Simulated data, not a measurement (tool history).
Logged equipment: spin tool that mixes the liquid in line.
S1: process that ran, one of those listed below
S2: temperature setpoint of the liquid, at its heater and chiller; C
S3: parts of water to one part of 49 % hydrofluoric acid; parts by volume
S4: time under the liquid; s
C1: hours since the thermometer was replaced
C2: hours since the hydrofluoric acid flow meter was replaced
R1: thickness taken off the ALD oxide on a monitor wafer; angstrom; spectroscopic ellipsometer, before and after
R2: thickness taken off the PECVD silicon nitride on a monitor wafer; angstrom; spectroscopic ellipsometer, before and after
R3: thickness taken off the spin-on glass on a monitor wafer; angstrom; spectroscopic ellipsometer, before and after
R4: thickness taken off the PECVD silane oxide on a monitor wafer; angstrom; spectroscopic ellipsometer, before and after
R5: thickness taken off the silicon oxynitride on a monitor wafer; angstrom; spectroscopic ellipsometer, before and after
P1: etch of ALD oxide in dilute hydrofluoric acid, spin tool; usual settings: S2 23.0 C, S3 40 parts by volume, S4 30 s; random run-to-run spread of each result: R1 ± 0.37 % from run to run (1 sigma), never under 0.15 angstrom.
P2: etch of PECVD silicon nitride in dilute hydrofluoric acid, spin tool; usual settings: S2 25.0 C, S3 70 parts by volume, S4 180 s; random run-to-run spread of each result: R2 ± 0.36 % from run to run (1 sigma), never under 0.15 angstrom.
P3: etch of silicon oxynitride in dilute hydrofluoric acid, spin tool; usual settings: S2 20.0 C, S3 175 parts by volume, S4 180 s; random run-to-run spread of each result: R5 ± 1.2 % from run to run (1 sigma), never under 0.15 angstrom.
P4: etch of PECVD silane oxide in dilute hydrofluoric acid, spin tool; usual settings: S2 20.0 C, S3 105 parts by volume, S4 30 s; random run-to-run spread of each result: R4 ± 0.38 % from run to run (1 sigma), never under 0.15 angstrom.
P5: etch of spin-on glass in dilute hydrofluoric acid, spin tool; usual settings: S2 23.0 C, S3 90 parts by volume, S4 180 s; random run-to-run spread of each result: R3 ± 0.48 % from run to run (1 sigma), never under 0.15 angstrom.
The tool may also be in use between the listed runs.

run 1 hour=6.0 | S1=P1 S2=23.0 S3=40 S4=30 | C1=1369.9 C2=706.9 | R1=105.020
run 2 hour=15.4 | S1=P2 S2=25.0 S3=70 S4=65 | C1=1379.3 C2=716.3 | R2=30.920
run 3 hour=24.9 | S1=P2 S2=17.5 S3=70 S4=180 | C1=1388.8 C2=725.8 | R2=51.080
run 4 hour=35.8 | S1=P1 S2=23.0 S3=75 S4=30 | C1=1399.7 C2=736.7 | R1=54.402
run 5 hour=41.5 | S1=P2 S2=25.0 S3=70 S4=180 | C1=1405.4 C2=742.4 | R2=84.823
run 6 hour=53.3 | S1=P5 S2=23.0 S3=130 S4=180 | C1=1417.2 C2=754.2 | R3=259.31
run 7 hour=60.5 | S1=P4 S2=17.0 S3=105 S4=30 | C1=1424.4 C2=761.4 | R4=106.920
run 8 hour=66.8 | S1=P1 S2=23.0 S3=20 S4=30 | C1=1430.7 C2=767.7 | R1=217.380
run 9 hour=79.3 | S1=P1 S2=23.0 S3=40 S4=55 | C1=1443.2 C2=780.2 | R1=193.500
run 10 hour=86.0 | S1=P5 S2=23.0 S3=90 S4=335 | C1=1449.9 C2=786.9 | R3=729.89
run 11 hour=97.5 | S1=P1 S2=23.0 S3=55 S4=60 | C1=1461.4 C2=798.4 | R1=150.390
run 12 hour=106.6 | S1=P5 S2=23.0 S3=90 S4=180 | C1=1470.5 C2=807.5 | R3=393.57
run 13 hour=115.0 | S1=P4 S2=20.0 S3=105 S4=15 | C1=1478.9 C2=815.9 | R4=60.567
run 14 hour=123.4 | S1=P5 S2=23.0 S3=90 S4=180 | C1=1487.3 C2=824.3 | R3=396.29
run 15 hour=135.3 | S1=P3 S2=20.0 S3=175 S4=180 | C1=1499.2 C2=836.2 | R5=19.2870
run 16 hour=143.1 | S1=P1 S2=30.0 S3=40 S4=30 | C1=1507.0 C2=844.0 | R1=141.060
run 17 hour=153.3 | S1=P2 S2=25.0 S3=25 S4=180 | C1=1517.2 C2=854.2 | R2=231.280
run 18 hour=165.0 | S1=P1 S2=18.0 S3=25 S4=30 | C1=1528.9 C2=865.9 | R1=139.610
run 19 hour=173.9 | S1=P1 S2=23.0 S3=40 S4=30 | C1=1537.8 C2=874.8 | R1=106.250
run 20 hour=182.0 | S1=P3 S2=20.0 S3=175 S4=20 | C1=1545.9 C2=882.9 | R5=2.0445
run 21 hour=189.4 | S1=P2 S2=25.0 S3=70 S4=180 | C1=1553.3 C2=890.3 | R2=85.051
run 22 hour=199.0 | S1=P4 S2=20.0 S3=105 S4=30 | C1=1562.9 C2=899.9 | R4=121.780
run 23 hour=208.8 | S1=P1 S2=23.0 S3=40 S4=30 | C1=1572.7 C2=909.7 | R1=106.090
run 24 hour=220.7 | S1=P1 S2=18.5 S3=40 S4=30 | C1=1584.6 C2=921.6 | R1=87.848
run 25 hour=230.2 | S1=P3 S2=20.0 S3=175 S4=180 | C1=1594.1 C2=931.1 | R5=19.8010
run 26 hour=241.5 | S1=P5 S2=27.0 S3=90 S4=180 | C1=1605.4 C2=942.4 | R3=458.38
run 27 hour=251.9 | S1=P1 S2=23.0 S3=40 S4=30 | C1=1615.8 C2=952.8 | R1=105.890
run 28 hour=260.3 | S1=P3 S2=20.0 S3=310 S4=180 | C1=1624.2 C2=961.2 | R5=9.8335
run 29 hour=269.7 | S1=P3 S2=26.0 S3=175 S4=180 | C1=1633.6 C2=970.6 | R5=25.3330
run 30 hour=279.0 | S1=P4 S2=20.0 S3=50 S4=30 | C1=1642.9 C2=979.9 | R4=271.600
run 31 hour=286.1 | S1=P1 S2=23.0 S3=40 S4=15 | C1=1650.0 C2=987.0 | R1=52.775
run 32 hour=298.0 | S1=P1 S2=23.0 S3=40 S4=30 | C1=1661.9 C2=998.9 | R1=106.200
run 33 hour=308.2 | S1=P1 S2=23.0 S3=40 S4=30 | C1=1672.1 C2=1009.1 | R1=108.140
run 34 hour=315.1 | S1=P1 S2=23.0 S3=40 S4=30 | C1=1679.0 C2=1016.0 | R1=109.550
run 35 hour=322.9 | S1=P1 S2=23.0 S3=40 S4=30 | C1=1686.8 C2=1023.8 | R1=110.290
run 36 hour=334.6 | S1=P1 S2=23.0 S3=40 S4=30 | C1=1698.5 C2=1035.5 | R1=111.890
run 37 hour=340.8 | S1=P1 S2=23.0 S3=40 S4=30 | C1=1704.7 C2=1041.7 | R1=112.650
run 38 hour=348.7 | S1=P1 S2=23.0 S3=40 S4=30 | C1=1712.6 C2=1049.6 | R1=111.850
run 39 hour=360.8 | S1=P1 S2=23.0 S3=40 S4=30 | C1=1724.7 C2=1061.7 | R1=112.530
run 40 hour=367.0 | S1=P1 S2=23.0 S3=40 S4=30 | C1=1730.9 C2=1067.9 | R1=111.910

Run 41 comes next. What will it give?
run 41 hour=375.5 | S1=P1 S2=23.0 S3=40 S4=30 | C1=1739.4 C2=1076.4 | R1=?

{"run 41": {"R1": 112.31}}
